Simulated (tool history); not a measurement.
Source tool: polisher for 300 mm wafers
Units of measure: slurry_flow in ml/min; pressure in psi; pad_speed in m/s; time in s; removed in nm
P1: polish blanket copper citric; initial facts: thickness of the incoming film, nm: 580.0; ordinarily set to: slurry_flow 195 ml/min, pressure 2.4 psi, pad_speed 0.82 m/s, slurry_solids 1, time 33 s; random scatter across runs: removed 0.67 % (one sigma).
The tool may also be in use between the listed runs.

run   hour  slurry_flow  pressure  pad_speed  slurry_solids  time  wafers polished on this pad  hours since the slurry nozzle was cleaned  hours since the head pressure was calibrated  hours since the slurry blender was calibrated  removed
  1    9.2          195       2.4       0.82              1    33                          592                                        189                                         531.8                                           78.1   46.787
  2   15.7          195         3       0.82           1.45    33                          646                                      195.5                                         538.3                                           84.6   62.784
  3   23.7          115       2.4       0.82              1    33                          712                                      203.5                                         546.3                                           92.6   42.365
  4   30.7          115       2.4       0.82            0.6    33                          770                                      210.5                                         553.3                                           99.6   38.213
  5   41.9          195       3.2       0.82              1    33                          863                                      221.7                                         564.5                                          110.8   62.053
  6   49.2          195       2.4       0.82           0.55    33                          923                                        229                                         571.8                                          118.1   41.358
  7     59          195       2.4       0.82              1    33                         1004                                      238.8                                         581.6                                          127.9   46.411
  8   69.4          195       1.1       0.82              1    33                         1090                                      249.2                                           592                                          138.3   22.396
  9   79.8          195       2.4       0.82            1.4    33                         1176                                      259.6                                         602.4                                          148.7   50.534
 10   85.2          195       2.4       0.82              1    52                         1221                                        265                                         607.8                                          154.1   73.732
 11   91.5          195       2.4       0.82              1    24                         1273                                      271.3                                         614.1                                          160.4   33.841
 12  101.5          195       3.2       0.82              1    20                         1355                                      281.3                                         624.1                                          170.4   37.195
     106.6  -- slurry nozzle cleaned
 13  110.6          195       2.4       0.82              1    33                         1431                                          4                                         633.2                                          179.5   46.242
 14  118.2          255       2.4       0.82              1    33                         1493                                       11.6                                         640.8                                          187.1   48.077
 15  123.7          195       2.4       1.26              1    33                         1539                                       17.1                                         646.3                                          192.6   71.002

Expected results for the next run?
 16   130          195       2.4       0.82              1    33                         1591                                       23.4                                         652.6                                          198.9        ?

Run 16 came out at removed 46.476 nm.

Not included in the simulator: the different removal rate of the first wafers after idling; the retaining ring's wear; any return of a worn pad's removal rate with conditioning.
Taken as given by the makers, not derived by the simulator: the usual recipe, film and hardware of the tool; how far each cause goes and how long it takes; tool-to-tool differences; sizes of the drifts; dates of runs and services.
